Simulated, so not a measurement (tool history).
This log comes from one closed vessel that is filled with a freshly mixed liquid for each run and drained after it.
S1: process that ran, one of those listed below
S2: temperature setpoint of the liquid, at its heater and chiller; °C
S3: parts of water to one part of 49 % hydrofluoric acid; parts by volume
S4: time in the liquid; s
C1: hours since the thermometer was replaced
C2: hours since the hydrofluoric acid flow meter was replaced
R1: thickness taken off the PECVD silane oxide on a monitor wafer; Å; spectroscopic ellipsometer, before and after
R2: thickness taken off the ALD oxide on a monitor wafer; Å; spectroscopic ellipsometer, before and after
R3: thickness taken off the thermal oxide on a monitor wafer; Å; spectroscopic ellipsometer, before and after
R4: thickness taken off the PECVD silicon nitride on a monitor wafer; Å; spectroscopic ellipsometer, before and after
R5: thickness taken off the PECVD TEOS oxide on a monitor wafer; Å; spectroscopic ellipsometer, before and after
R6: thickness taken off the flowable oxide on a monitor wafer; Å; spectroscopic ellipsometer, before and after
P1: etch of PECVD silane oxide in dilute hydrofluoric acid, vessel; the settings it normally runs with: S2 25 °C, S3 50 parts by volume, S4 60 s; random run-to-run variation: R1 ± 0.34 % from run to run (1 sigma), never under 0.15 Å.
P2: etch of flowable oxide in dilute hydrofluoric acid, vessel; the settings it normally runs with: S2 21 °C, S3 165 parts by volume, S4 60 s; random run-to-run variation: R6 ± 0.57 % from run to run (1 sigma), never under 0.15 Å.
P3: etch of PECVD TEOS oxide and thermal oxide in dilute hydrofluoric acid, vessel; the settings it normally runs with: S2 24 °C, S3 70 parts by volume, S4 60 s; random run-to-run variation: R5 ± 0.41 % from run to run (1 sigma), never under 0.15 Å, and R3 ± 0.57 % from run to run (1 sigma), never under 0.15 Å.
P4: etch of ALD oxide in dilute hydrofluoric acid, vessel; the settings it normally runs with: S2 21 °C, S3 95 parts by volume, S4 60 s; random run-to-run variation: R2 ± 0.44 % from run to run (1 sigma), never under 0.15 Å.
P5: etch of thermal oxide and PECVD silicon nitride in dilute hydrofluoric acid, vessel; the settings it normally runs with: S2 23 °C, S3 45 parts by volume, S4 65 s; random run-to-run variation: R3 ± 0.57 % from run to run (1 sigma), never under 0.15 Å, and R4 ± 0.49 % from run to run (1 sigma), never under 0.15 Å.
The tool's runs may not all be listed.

| run | hour | S1 | S2 | S3 | S4 | C1 | C2 | R1 | R2 | R3 | R4 | R5 | R6 |
|---|---|---|---|---|---|---|---|---|---|---|---|---|---|
| 1 | 4.9 | P1 | 25 | 50 | 60 | 1371.6 | 1144.2 | 332.73 |  |  |  |  |  |
| 2 | 9.9 | P4 | 21 | 95 | 60 | 1376.6 | 1149.2 |  | 179.21 |  |  |  |  |
| 3 | 16.4 | P1 | 25 | 85 | 95 | 1383.1 | 1155.7 | 296.1 |  |  |  |  |  |
| 4 | 19.9 | P1 | 25 | 20 | 30 | 1386.6 | 1159.2 | 434.15 |  |  |  |  |  |
| 5 | 26.1 | P5 | 23 | 75 | 65 | 1392.8 | 1165.4 |  |  | 41.802 | 25.499 |  |  |
| 6 | 29.9 | P5 | 23 | 45 | 65 | 1396.6 | 1169.2 |  |  | 72.072 | 41.613 |  |  |
| 7 | 35.1 | P1 | 25 | 20 | 60 | 1401.8 | 1174.4 | 870.49 |  |  |  |  |  |
| 8 | 42.2 | P3 | 24 | 70 | 60 | 1408.9 | 1181.5 |  |  | 43.107 |  | 119.99 |  |
| 9 | 46.1 | P2 | 21 | 165 | 30 | 1412.8 | 1185.4 |  |  |  |  |  | 69.568 |
| 10 | 51.2 | P3 | 24 | 70 | 100 | 1417.9 | 1190.5 |  |  | 71.954 |  | 198.99 |  |
| 11 | 55.4 | P4 | 25 | 95 | 60 | 1422.1 | 1194.7 |  | 210.71 |  |  |  |  |
| 12 | 59.3 | P4 | 21 | 95 | 60 | 1426 | 1198.6 |  | 177.46 |  |  |  |  |
| 13 | 66.3 | P1 | 25 | 90 | 60 | 1433 | 1205.6 | 174.75 |  |  |  |  |  |
| 14 | 70.8 | P5 | 23 | 45 | 65 | 1437.5 | 1210.1 |  |  | 72.656 | 41.486 |  |  |
| 15 | 74.9 | P1 | 25 | 50 | 30 | 1441.6 | 1214.2 | 167.09 |  |  |  |  |  |
| 16 | 81.4 | P5 | 17 | 45 | 65 | 1448.1 | 1220.7 |  |  | 56.088 | 27.422 |  |  |
| 17 | 85.6 | P5 | 23 | 45 | 125 | 1452.3 | 1224.9 |  |  | 140.28 | 80.084 |  |  |
| 18 | 89.4 | P1 | 25 | 50 | 90 | 1456.1 | 1228.7 | 503.04 |  |  |  |  |  |
| 19 | 95.5 | P1 | 25 | 50 | 60 | 1462.2 | 1234.8 | 334.29 |  |  |  |  |  |
| 20 | 101.1 | P1 | 25 | 50 | 60 | 1467.8 | 1240.4 | 331.92 |  |  |  |  |  |
| 21 | 107.6 | P2 | 21 | 60 | 60 | 1474.3 | 1246.9 |  |  |  |  |  | 430.03 |
| 22 | 113.1 | P3 | 24 | 35 | 60 | 1479.8 | 1252.4 |  |  | 91.33 |  | 251.79 |  |
| 23 | 116.4 | P3 | 28 | 70 | 60 | 1483.1 | 1255.7 |  |  | 50.987 |  | 140.84 |  |
| 24 | 119.9 | P1 | 17 | 50 | 60 | 1486.6 | 1259.2 | 236.99 |  |  |  |  |  |
| 25 | 126.7 | P4 | 21 | 165 | 60 | 1493.4 | 1266 |  | 94.157 |  |  |  |  |
| 26 | 132.6 | P3 | 24 | 70 | 60 | 1499.3 | 1271.9 |  |  | 42.748 |  | 121.07 |  |
| 27 | 137.3 | P1 | 19.5 | 50 | 30 | 1504 | 1276.6 | 132.04 |  |  |  |  |  |
| 28 | 143.8 | P1 | 25 | 50 | 60 | 1510.5 | 1283.1 | 334.85 |  |  |  |  |  |
| 29 | 149.3 | P1 | 25 | 50 | 60 | 1516 | 1288.6 | 333.13 |  |  |  |  |  |
| 30 | 154.6 | P2 | 21 | 165 | 60 | 1521.3 | 1293.9 |  |  |  |  |  | 139 |
|  | 160.7 | thermometer replaced |
| 31 | 161.3 | P1 | 25 | 50 | 60 | 0.7 | 1300.6 | 333.91 |  |  |  |  |  |
| 32 | 166.7 | P1 | 30 | 50 | 60 | 6.1 | 1306 | 408.5 |  |  |  |  |  |
| 33 | 173.3 | P2 | 17 | 165 | 60 | 12.7 | 1312.6 |  |  |  |  |  | 117.91 |
| 34 | 176.8 | P1 | 25 | 50 | 60 | 16.2 | 1316.1 | 333.94 |  |  |  |  |  |
| 35 | 183.6 | P4 | 21 | 95 | 110 | 23 | 1322.9 |  | 325.75 |  |  |  |  |
| 36 | 190.9 | P1 | 25 | 50 | 60 | 30.3 | 1330.2 | 332.91 |  |  |  |  |  |
| 37 | 198.1 | P1 | 25 | 50 | 60 | 37.5 | 1337.4 | 342.66 |  |  |  |  |  |
| 38 | 204 | P1 | 25 | 50 | 60 | 43.4 | 1343.3 | 349.2 |  |  |  |  |  |
| 39 | 209.1 | P1 | 25 | 50 | 60 | 48.5 | 1348.4 | 350.65 |  |  |  |  |  |
| 40 | 213.8 | P1 | 25 | 50 | 60 | 53.2 | 1353.1 | 353.75 |  |  |  |  |  |
| 41 | 220.8 | P1 | 25 | 50 | 60 | 60.2 | 1360.1 | 351.28 |  |  |  |  |  |
| 42 | 227.5 | P1 | 25 | 50 | 60 | 66.9 | 1366.8 | 353.91 |  |  |  |  |  |
| 43 | 232.1 | P1 | 25 | 50 | 60 | 71.5 | 1371.4 | 354.9 |  |  |  |  |  |

The log shows P1 creeping away from where it was. Any of the 2 causes listed here, at the size stated for it, fits the log just as well as the others:
A: hydrofluoric acid flow above the setpoint (%) = 6.19
B: liquid hotter than its thermometer reads (K) = 1.58
The onset of the drift is placed at about hour 190.9.

Below are 4 check runs, each on a single wafer, with their results shown as question marks. Which of them would tell the listed causes apart, meaning the causes would give clearly different results under it?
| check 1 | 236.7 | P2 | 21 | 165 | 60 |  |  |  |  |  |  |  | ? |
| check 2 | 236.7 | P5 | 23 | 45 | 65 |  |  |  |  | ? | ? |  |  |
| check 3 | 236.7 | P4 | 21 | 95 | 60 |  |  |  | ? |  |  |  |  |
| check 4 | 236.7 | P3 | 24 | 70 | 60 |  |  |  |  | ? |  | ? |  |

What each check would give under each cause:
| check | result | if A | if B |
|---|---|---|---|
| check 1 | R6 | 148.72 | 147.38 |
| check 2 | R3 | 77.621 | 77.776 |
| check 2 | R4 | 44.145 | 46.339 |
| check 3 | R2 | 189.59 | 189.13 |
| check 4 | R3 | 46.08 | 46 |
| check 4 | R5 | 128.4 | 128.18 |
Smallest distance between any two causes, each pair judged by its most separating result, in per cent: check 1 0.9 %; check 2 4.85 %; check 3 0.24 %; check 4 0.17 %
Of the check runs offered, only check 2 discriminates between the causes; the rest would read about the same regardless of which cause applies.

The results of check 2 are: R3 77.628 Å; R4 43.661 Å. Based on these, which of the listed causes is it?

It was cause A: hydrofluoric acid flow above the setpoint (%).

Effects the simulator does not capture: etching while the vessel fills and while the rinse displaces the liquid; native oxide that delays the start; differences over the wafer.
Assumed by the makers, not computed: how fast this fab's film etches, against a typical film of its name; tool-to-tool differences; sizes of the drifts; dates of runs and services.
